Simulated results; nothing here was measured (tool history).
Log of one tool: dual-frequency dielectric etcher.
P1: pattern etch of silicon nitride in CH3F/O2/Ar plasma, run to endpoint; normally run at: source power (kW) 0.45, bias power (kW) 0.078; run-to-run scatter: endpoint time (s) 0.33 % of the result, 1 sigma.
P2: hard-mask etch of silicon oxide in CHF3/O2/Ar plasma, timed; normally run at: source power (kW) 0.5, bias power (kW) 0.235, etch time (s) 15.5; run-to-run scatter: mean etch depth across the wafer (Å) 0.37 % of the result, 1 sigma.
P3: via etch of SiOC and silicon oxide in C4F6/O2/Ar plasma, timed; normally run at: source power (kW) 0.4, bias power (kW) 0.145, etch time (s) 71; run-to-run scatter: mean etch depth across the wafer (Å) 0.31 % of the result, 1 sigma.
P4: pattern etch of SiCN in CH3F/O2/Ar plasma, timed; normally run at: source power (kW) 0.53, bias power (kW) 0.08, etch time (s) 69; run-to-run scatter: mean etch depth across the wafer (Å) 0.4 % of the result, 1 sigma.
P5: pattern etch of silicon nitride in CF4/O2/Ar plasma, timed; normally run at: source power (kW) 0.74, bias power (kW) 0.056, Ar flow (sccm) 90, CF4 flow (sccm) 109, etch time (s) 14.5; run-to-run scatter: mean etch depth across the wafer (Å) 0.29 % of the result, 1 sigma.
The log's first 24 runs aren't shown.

run     day  process that ran  source power (kW)  bias power (kW)  Ar flow (sccm)  CF4 flow (sccm)  etch time (s)  endpoint time (s)  mean etch depth across the wafer (Å)
 25   8.279                P5               0.74            0.038              90              109           14.5                                                   354.56
 26     8.6                P1               0.45            0.078                                                             41.513
 27   8.892                P4               0.53             0.08                                              69                                                   296.22
 28   9.229                P3                0.4            0.193                                              71                                                   803.71
 29   9.638                P1                0.6            0.078                                                             36.961
 30  10.025                P1               0.45            0.078                                                             41.334
 31  10.471                P1               0.45            0.078                                                             41.657
 32  10.767                P1               0.45            0.078                                                             41.275
 33  11.058                P1               0.45            0.078                                                              41.36
 34    11.5                P1               0.45            0.078                                                             40.845
 35  11.708                P1               0.45            0.078                                                             41.042
 36  12.062                P1               0.45            0.078                                                             41.033
     12.433  -- wet clean of the chamber
 37  12.483                P1               0.45            0.078                                                              41.11

Forecast run 38:
 38  12.867                P1               0.45            0.078                                                                  ?

{"run 38": {"endpoint time (s)": 40.692}}

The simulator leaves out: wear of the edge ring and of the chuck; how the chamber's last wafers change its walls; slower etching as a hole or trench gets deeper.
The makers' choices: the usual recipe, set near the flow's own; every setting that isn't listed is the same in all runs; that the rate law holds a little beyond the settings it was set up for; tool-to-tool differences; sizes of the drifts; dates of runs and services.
